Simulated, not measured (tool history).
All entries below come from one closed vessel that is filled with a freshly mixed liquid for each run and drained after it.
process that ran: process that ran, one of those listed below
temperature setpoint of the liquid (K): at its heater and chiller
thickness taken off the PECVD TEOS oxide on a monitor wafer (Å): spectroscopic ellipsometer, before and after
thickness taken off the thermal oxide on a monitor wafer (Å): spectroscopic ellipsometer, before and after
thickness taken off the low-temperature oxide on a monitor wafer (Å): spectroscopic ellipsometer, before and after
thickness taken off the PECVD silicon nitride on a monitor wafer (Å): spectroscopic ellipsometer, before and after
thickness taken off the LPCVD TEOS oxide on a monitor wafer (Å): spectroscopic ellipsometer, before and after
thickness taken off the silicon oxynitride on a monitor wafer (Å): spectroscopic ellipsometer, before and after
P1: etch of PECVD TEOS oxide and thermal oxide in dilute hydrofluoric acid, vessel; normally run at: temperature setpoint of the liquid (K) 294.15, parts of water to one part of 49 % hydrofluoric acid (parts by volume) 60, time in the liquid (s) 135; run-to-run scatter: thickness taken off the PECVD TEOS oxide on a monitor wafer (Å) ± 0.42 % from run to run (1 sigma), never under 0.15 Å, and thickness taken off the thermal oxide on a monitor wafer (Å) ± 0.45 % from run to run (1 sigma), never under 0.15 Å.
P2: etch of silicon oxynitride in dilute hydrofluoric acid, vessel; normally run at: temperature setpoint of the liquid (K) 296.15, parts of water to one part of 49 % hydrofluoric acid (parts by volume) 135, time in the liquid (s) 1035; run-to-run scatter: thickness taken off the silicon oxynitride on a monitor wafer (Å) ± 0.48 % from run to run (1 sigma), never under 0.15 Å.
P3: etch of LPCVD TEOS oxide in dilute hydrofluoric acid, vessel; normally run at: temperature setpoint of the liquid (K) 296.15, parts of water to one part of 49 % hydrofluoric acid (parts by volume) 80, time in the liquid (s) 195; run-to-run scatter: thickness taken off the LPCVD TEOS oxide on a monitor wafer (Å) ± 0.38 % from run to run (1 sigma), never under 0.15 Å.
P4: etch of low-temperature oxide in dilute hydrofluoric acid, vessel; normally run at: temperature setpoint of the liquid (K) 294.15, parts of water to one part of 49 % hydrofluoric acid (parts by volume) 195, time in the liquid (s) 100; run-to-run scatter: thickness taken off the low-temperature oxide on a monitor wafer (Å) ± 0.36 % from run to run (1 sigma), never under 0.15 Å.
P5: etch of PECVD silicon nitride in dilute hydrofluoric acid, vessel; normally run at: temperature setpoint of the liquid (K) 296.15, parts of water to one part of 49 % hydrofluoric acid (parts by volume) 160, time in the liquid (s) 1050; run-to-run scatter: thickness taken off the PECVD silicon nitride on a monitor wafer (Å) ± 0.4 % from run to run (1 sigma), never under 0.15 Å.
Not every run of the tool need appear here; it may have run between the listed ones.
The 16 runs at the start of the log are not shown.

run	hour	process that ran	temperature setpoint of the liquid (K)	parts of water to one part of 49 % hydrofluoric acid (parts by volume)	time in the liquid (s)	hours since the thermometer was replaced	hours since the hydrofluoric acid flow meter was replaced	thickness taken off the PECVD TEOS oxide on a monitor wafer (Å)	thickness taken off the thermal oxide on a monitor wafer (Å)	thickness taken off the low-temperature oxide on a monitor wafer (Å)	thickness taken off the PECVD silicon nitride on a monitor wafer (Å)	thickness taken off the LPCVD TEOS oxide on a monitor wafer (Å)	thickness taken off the silicon oxynitride on a monitor wafer (Å)
17	220.3	P1	294.15	60	260	1962.0	1551.5	333.930	184.760				
18	232.5	P1	294.15	60	40	1974.2	1563.7	51.950	28.491				
19	245.5	P3	296.15	80	195	1987.2	1576.7					498.250	
20	256.5	P1	290.15	60	135	1998.2	1587.7	146.730	81.329				
21	272.9	P3	296.15	80	30	2014.6	1604.1					77.415	
22	282.9	P1	294.15	30	135	2024.6	1614.1	360.890	200.260				
23	297.3	P2	301.15	135	1035	2039.0	1628.5						195.990
24	313.3	P5	296.15	160	1050	2055.0	1644.5				161.430		
25	326.8	P4	290.15	195	100	2068.5	1658.0			75.922			
26	336.0	P1	294.15	60	135	2077.7	1667.2	174.320	96.663				
27	345.8	P2	296.15	135	1035	2087.5	1677.0						156.410
28	358.1	P5	302.15	160	1050	2099.8	1689.3				235.750		
29	373.7	P4	294.15	195	100	2115.4	1704.9			89.043			
30	386.0	P2	296.15	25	1035	2127.7	1717.2						913.120
31	398.7	P1	302.15	60	135	2140.4	1729.9	243.310	132.150				
32	409.1	P1	294.15	60	135	2150.8	1740.3	174.490	96.307				
33	423.2	P1	294.15	60	135	2164.9	1754.4	182.120	99.749				
34	434.6	P1	294.15	60	135	2176.3	1765.8	184.450	102.730				
35	449.0	P1	294.15	60	135	2190.7	1780.2	188.160	103.250				
36	465.7	P1	294.15	60	135	2207.4	1796.9	188.810	104.670				
37	482.2	P1	294.15	60	135	2223.9	1813.4	190.260	105.320				
38	490.7	P1	294.15	60	135	2232.4	1821.9	192.250	105.530				

Estimate the outcome of run 39 from the log above:
39	506.2	P1	294.15	60	135	2247.9	1837.4	?	?				

{"run 39": {"thickness taken off the PECVD TEOS oxide on a monitor wafer (Å)": 192.86, "thickness taken off the thermal oxide on a monitor wafer (Å)": 106.21}}
